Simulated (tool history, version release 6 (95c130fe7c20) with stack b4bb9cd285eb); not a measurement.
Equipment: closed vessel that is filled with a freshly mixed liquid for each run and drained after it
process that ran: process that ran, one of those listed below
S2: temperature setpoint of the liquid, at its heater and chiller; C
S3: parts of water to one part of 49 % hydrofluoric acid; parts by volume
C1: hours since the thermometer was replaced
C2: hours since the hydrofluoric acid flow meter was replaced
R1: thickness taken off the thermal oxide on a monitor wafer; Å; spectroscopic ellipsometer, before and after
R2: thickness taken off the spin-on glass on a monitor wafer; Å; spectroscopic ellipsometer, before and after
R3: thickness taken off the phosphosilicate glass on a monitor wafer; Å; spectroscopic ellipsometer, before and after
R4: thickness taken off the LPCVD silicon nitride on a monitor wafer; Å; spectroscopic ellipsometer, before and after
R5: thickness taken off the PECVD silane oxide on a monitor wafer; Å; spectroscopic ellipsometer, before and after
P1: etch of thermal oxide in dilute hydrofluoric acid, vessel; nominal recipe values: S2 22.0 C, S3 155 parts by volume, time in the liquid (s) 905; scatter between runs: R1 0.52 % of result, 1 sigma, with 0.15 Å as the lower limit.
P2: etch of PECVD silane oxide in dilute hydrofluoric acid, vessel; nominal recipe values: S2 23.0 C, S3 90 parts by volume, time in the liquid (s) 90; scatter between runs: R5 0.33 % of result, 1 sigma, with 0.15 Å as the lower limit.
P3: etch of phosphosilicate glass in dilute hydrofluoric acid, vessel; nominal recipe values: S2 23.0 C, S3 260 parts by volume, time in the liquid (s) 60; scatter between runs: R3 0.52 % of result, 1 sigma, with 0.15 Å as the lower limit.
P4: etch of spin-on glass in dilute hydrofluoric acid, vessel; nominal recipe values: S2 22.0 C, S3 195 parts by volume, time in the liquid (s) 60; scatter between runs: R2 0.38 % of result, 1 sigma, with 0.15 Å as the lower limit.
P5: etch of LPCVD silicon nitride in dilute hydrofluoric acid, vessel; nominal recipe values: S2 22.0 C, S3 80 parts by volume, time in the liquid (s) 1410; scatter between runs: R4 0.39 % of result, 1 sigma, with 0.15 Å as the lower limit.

run 1 day=0.304 | process_that_ran=P1 S2=22.0 S3=155 time_in_the_liquid_(s)=905 | C1=190.5 C2=105.2 | R1=249.220
run 2 day=0.621 | process_that_ran=P1 S2=17.0 S3=240 time_in_the_liquid_(s)=905 | C1=198.1 C2=112.8 | R1=121.320
run 3 day=1.050 | process_that_ran=P4 S2=22.0 S3=80 time_in_the_liquid_(s)=60 | C1=208.4 C2=123.1 | R2=245.530
run 4 day=1.417 | process_that_ran=P3 S2=17.0 S3=260 time_in_the_liquid_(s)=60 | C1=217.2 C2=131.9 | R3=195.17
run 5 day=1.854 | process_that_ran=P4 S2=22.0 S3=195 time_in_the_liquid_(s)=60 | C1=227.7 C2=142.4 | R2=88.057
run 6 day=2.179 | process_that_ran=P5 S2=22.0 S3=80 time_in_the_liquid_(s)=1410 | C1=235.5 C2=150.2 | R4=76.866
run 7 day=2.442 | process_that_ran=P2 S2=17.0 S3=90 time_in_the_liquid_(s)=90 | C1=241.8 C2=156.5 | R5=128.130
run 8 day=2.858 | process_that_ran=P1 S2=22.0 S3=95 time_in_the_liquid_(s)=905 | C1=251.8 C2=166.5 | R1=433.120
run 9 day=3.138 | process_that_ran=P2 S2=23.0 S3=90 time_in_the_liquid_(s)=30 | C1=258.5 C2=173.2 | R5=54.738
run 10 day=3.433 | process_that_ran=P2 S2=23.0 S3=150 time_in_the_liquid_(s)=90 | C1=265.6 C2=180.3 | R5=91.305
run 11 day=3.642 | process_that_ran=P1 S2=22.0 S3=155 time_in_the_liquid_(s)=1470 | C1=270.6 C2=185.3 | R1=398.110
run 12 day=3.975 | process_that_ran=P1 S2=22.0 S3=155 time_in_the_liquid_(s)=185 | C1=278.6 C2=193.3 | R1=50.349
run 13 day=4.296 | process_that_ran=P5 S2=22.0 S3=80 time_in_the_liquid_(s)=255 | C1=286.3 C2=201.0 | R4=13.877
run 14 day=4.588 | process_that_ran=P3 S2=23.0 S3=60 time_in_the_liquid_(s)=60 | C1=293.3 C2=208.0 | R3=1324.10
run 15 day=4.858 | process_that_ran=P4 S2=29.0 S3=195 time_in_the_liquid_(s)=60 | C1=299.8 C2=214.5 | R2=113.470
run 16 day=5.200 | process_that_ran=P5 S2=27.5 S3=80 time_in_the_liquid_(s)=1410 | C1=308.0 C2=222.7 | R4=110.810
run 17 day=5.554 | process_that_ran=P2 S2=23.0 S3=90 time_in_the_liquid_(s)=90 | C1=316.5 C2=231.2 | R5=164.510
run 18 day=5.771 | process_that_ran=P5 S2=22.0 S3=135 time_in_the_liquid_(s)=1410 | C1=321.7 C2=236.4 | R4=46.298
run 19 day=5.979 | process_that_ran=P1 S2=29.5 S3=155 time_in_the_liquid_(s)=905 | C1=326.7 C2=241.4 | R1=329.530
run 20 day=6.417 | process_that_ran=P1 S2=22.0 S3=155 time_in_the_liquid_(s)=905 | C1=337.2 C2=251.9 | R1=247.800
run 21 day=6.612 | process_that_ran=P3 S2=23.0 S3=260 time_in_the_liquid_(s)=30 | C1=341.9 C2=256.6 | R3=122.14
run 22 day=7.050 | process_that_ran=P1 S2=22.0 S3=245 time_in_the_liquid_(s)=905 | C1=352.4 C2=267.1 | R1=143.790
run 23 day=7.329 | process_that_ran=P1 S2=22.0 S3=155 time_in_the_liquid_(s)=905 | C1=359.1 C2=273.8 | R1=247.880
-- day=7.429 hydrofluoric acid flow meter replaced
run 24 day=7.771 | process_that_ran=P1 S2=17.0 S3=155 time_in_the_liquid_(s)=905 | C1=369.7 C2=8.2 | R1=202.390
run 25 day=8.204 | process_that_ran=P1 S2=22.0 S3=155 time_in_the_liquid_(s)=905 | C1=380.1 C2=18.6 | R1=249.920
run 26 day=8.592 | process_that_ran=P3 S2=23.0 S3=260 time_in_the_liquid_(s)=60 | C1=389.4 C2=27.9 | R3=242.04
run 27 day=8.929 | process_that_ran=P4 S2=22.0 S3=195 time_in_the_liquid_(s)=105 | C1=397.5 C2=36.0 | R2=154.670
run 28 day=9.312 | process_that_ran=P2 S2=23.0 S3=90 time_in_the_liquid_(s)=90 | C1=406.7 C2=45.2 | R5=163.540
run 29 day=9.583 | process_that_ran=P5 S2=22.0 S3=80 time_in_the_liquid_(s)=1410 | C1=413.2 C2=51.7 | R4=76.932
run 30 day=9.912 | process_that_ran=P1 S2=22.0 S3=155 time_in_the_liquid_(s)=905 | C1=421.1 C2=59.6 | R1=244.870
run 31 day=10.142 | process_that_ran=P1 S2=22.0 S3=155 time_in_the_liquid_(s)=905 | C1=426.6 C2=65.1 | R1=243.670
run 32 day=10.525 | process_that_ran=P1 S2=22.0 S3=155 time_in_the_liquid_(s)=905 | C1=435.8 C2=74.3 | R1=236.630
run 33 day=10.962 | process_that_ran=P1 S2=22.0 S3=155 time_in_the_liquid_(s)=905 | C1=446.3 C2=84.8 | R1=233.350

Run 34, settings as shown, results not yet in. Your forecast:
run 34 day=11.342 | process_that_ran=P1 S2=22.0 S3=155 time_in_the_liquid_(s)=905 | C1=455.4 C2=93.9 | R1=?

For run 34 the tool returned R1 232.070 Å.
